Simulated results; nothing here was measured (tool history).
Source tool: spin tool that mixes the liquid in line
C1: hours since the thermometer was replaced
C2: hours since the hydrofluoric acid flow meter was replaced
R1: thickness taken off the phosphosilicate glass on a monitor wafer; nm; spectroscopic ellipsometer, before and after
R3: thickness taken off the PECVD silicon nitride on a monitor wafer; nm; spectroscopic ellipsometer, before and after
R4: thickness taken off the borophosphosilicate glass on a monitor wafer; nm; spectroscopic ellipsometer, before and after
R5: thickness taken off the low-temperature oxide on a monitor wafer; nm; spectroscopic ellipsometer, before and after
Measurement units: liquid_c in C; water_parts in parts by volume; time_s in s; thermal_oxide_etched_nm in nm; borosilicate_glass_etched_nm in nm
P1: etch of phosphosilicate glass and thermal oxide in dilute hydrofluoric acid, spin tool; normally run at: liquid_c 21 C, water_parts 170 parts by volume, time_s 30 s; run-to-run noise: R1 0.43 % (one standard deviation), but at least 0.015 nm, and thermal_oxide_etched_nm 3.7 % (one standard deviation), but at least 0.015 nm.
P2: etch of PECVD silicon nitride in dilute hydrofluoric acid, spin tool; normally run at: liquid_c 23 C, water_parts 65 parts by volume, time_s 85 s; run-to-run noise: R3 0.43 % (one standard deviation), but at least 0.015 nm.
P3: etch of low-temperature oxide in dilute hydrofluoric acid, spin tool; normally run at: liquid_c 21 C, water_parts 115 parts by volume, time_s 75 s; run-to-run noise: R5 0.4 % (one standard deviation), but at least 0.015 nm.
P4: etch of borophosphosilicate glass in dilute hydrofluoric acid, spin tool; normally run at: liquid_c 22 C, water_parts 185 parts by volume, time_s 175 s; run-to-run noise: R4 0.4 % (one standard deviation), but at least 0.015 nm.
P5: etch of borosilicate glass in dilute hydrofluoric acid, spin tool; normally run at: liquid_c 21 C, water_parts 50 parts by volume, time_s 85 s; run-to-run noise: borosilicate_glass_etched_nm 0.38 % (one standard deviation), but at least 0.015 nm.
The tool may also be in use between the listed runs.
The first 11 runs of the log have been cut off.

run 12 hour=34.1 | process=P3 liquid_c=27 water_parts=115 time_s=75 | C1=165.2 C2=207.6 | R5=11.468
run 13 hour=36.4 | process=P1 liquid_c=21 water_parts=170 time_s=30 | C1=167.5 C2=209.9 | R1=29.318 thermal_oxide_etched_nm=0.68854
run 14 hour=38.9 | process=P5 liquid_c=21 water_parts=50 time_s=85 | C1=170 C2=212.4 | borosilicate_glass_etched_nm=40.535
run 15 hour=41 | process=P5 liquid_c=27.5 water_parts=50 time_s=85 | C1=172.1 C2=214.5 | borosilicate_glass_etched_nm=52.982
run 16 hour=44 | process=P1 liquid_c=21 water_parts=170 time_s=30 | C1=175.1 C2=217.5 | R1=29.036 thermal_oxide_etched_nm=0.68512
run 17 hour=47.3 | process=P1 liquid_c=27.5 water_parts=170 time_s=30 | C1=178.4 C2=220.8 | R1=37.692 thermal_oxide_etched_nm=0.9151
run 18 hour=50.4 | process=P1 liquid_c=21 water_parts=170 time_s=30 | C1=181.5 C2=223.9 | R1=29.298 thermal_oxide_etched_nm=0.63985
run 19 hour=52.4 | process=P5 liquid_c=21 water_parts=70 time_s=85 | C1=183.5 C2=225.9 | borosilicate_glass_etched_nm=28.176
run 20 hour=54.9 | process=P3 liquid_c=21 water_parts=55 time_s=75 | C1=186 C2=228.4 | R5=20.516
run 21 hour=57.7 | process=P1 liquid_c=21 water_parts=170 time_s=50 | C1=188.8 C2=231.2 | R1=48.254 thermal_oxide_etched_nm=1.1185
run 22 hour=61.8 | process=P4 liquid_c=22 water_parts=185 time_s=320 | C1=192.9 C2=235.3 | R4=92.312
run 23 hour=66 | process=P5 liquid_c=21 water_parts=50 time_s=85 | C1=197.1 C2=239.5 | borosilicate_glass_etched_nm=40.352
run 24 hour=70 | process=P1 liquid_c=21 water_parts=170 time_s=15 | C1=201.1 C2=243.5 | R1=14.657 thermal_oxide_etched_nm=0.34702
run 25 hour=72.7 | process=P3 liquid_c=21 water_parts=115 time_s=75 | C1=203.8 C2=246.2 | R5=9.0692
run 26 hour=75.2 | process=P2 liquid_c=23 water_parts=30 time_s=85 | C1=206.3 C2=248.7 | R3=14.27
run 27 hour=78.5 | process=P1 liquid_c=21 water_parts=170 time_s=30 | C1=209.6 C2=252 | R1=29.39 thermal_oxide_etched_nm=0.70913
run 28 hour=82.9 | process=P3 liquid_c=21 water_parts=115 time_s=75 | C1=214 C2=256.4 | R5=9.1083

Forecast run 29:
run 29 hour=87.2 | process=P2 liquid_c=28.5 water_parts=65 time_s=85 | C1=218.3 C2=260.7 | R3=?

R3: 9.7113 nm
